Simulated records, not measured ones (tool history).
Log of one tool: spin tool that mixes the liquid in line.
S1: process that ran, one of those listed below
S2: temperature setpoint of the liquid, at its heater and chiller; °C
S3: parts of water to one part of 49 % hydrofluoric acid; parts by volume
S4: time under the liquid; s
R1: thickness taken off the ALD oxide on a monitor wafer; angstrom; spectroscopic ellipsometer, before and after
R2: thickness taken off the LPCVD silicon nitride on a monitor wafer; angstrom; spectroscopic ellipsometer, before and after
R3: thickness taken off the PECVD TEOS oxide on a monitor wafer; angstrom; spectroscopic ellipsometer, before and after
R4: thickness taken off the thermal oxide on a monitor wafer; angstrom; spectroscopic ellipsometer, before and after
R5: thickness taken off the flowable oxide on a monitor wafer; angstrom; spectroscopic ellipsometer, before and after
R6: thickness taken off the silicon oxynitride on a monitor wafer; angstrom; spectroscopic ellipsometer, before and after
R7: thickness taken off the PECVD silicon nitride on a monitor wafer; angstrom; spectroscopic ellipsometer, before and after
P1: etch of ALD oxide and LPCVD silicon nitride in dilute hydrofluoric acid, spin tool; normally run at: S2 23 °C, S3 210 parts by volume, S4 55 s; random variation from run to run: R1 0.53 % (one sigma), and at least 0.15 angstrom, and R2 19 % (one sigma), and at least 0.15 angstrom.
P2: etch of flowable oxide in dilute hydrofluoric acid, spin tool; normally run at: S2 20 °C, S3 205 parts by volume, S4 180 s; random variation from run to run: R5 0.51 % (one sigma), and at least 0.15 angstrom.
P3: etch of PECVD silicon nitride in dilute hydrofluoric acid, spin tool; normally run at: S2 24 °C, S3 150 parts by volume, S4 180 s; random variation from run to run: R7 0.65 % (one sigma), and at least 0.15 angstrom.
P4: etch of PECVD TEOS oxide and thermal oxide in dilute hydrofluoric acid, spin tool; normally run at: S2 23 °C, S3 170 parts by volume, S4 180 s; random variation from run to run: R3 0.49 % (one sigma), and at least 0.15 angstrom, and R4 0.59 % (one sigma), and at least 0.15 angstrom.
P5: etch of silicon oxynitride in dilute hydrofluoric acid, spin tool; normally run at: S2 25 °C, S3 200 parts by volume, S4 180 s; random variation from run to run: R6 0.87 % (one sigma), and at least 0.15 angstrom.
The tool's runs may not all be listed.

run   hour  S1    S2   S3   S4      R1       R2      R3      R4      R5      R6      R7
  1    5.8  P1    23  210   55  43.551   1.3705
  2     13  P4    23  170  180                   253.07  43.851
  3   21.5  P2    20  205  180                                   195.28
  4   33.2  P1    23  210   55  43.611  0.95587
  5   40.7  P2    20  305  180                                   119.39
  6     46  P5    25  200  180                                            27.24
      47.2  -- thermometer replaced
  7   54.5  P1    23  355   55  22.426  0.91047
  8   60.4  P3    24  150  180                                                   32.816
  9   66.7  P4  18.5  170  180                   210.39  36.731
 10     78  P4    23  255  180                   154.71  26.754
 11     88  P5    25  295  180                                           17.432
 12   95.6  P5    21  200  180                                           22.674
 13  104.3  P2    20  205   25                                    26.87
 14    114  P1    23   40   55  276.89   7.0783
 15  123.2  P1    23  210  100  78.652   2.2602
 16  128.6  P1  17.5  210   55  35.347  0.84522
 17  135.5  P3    24  150   60                                                   10.955
 18  141.8  P5    25  200  180                                           27.386
 19    148  P2    17  205  180                                   172.16
 20  154.2  P3    30  150  180                                                   48.115
 21  163.1  P3    24  150  180                                                   32.716
 22  174.4  P1    23  210   55  44.143   1.1024
 23  185.8  P1    23  210   25  19.706  0.52104
 24  191.6  P3    24  265  180                                                   18.945
 25  197.7  P1  30.5  210   55  57.753   2.2109
 26  203.8  P4    23  170   20                   28.339  4.8589
 27  212.1  P2    20  205  180                                   194.45
 28  222.9  P1    23  210   55  43.986   1.3755
 29  228.1  P5    25  200   75                                           11.365
 30  236.9  P1    23  210   55  43.587   1.5253
 31    246  P1  27.5   55   55  237.18   7.0819
 32    257  P1    23  210   55  43.847   1.1402
 33  268.4  P1    23  210   55  43.782   1.6638
 34  276.4  P1    23  210   55   45.56   1.3268
 35  287.8  P1    23  210   55  46.293   1.2004
 36  298.3  P1    23  210   55  46.592   1.1391
 37  309.1  P1    23  210   55  47.382   1.6606
 38  318.4  P1    23  210   55  47.082   1.5234
 39  323.4  P1    23  210   55  47.449   1.8434
 40    331  P1    23  210   55  47.576  0.65895

What P1 gives has crept away from where it was. These 2 causes fit the log equally well, each at the size given:
A: hydrofluoric acid flow above the setpoint (%) = 7.01
B: liquid hotter than its thermometer reads (K) = 2.25
The creep began at about hour 268.4.

4 check runs are offered, one wafer each, their results left as question marks. Which one tells the causes apart?
check 1  338.6  P5  25  200  180                       ?
check 2  338.6  P3  24  150  180                           ?
check 3  338.6  P2  20  205  180                   ?
check 4  338.6  P4  23  170  180           ?   ?

What each check would give under each cause:
  check  result    if A    if B
check 1      R6  29.437  30.039
check 2      R7  35.404  38.226
check 3      R5  210.64  211.61
check 4      R3   273.6   274.9
check 4      R4  47.471  47.697
How far apart the two closest causes lie, in the result that separates them most: check 1 2.02 %; check 2 7.67 %; check 3 0.46 %; check 4 0.47 %
Check 2 tells the causes apart: in the others they would give nearly the same result.

Check 2 was then run and gave: R7 35.587 angstrom. Which cause is it?

It is A: hydrofluoric acid flow above the setpoint (%).

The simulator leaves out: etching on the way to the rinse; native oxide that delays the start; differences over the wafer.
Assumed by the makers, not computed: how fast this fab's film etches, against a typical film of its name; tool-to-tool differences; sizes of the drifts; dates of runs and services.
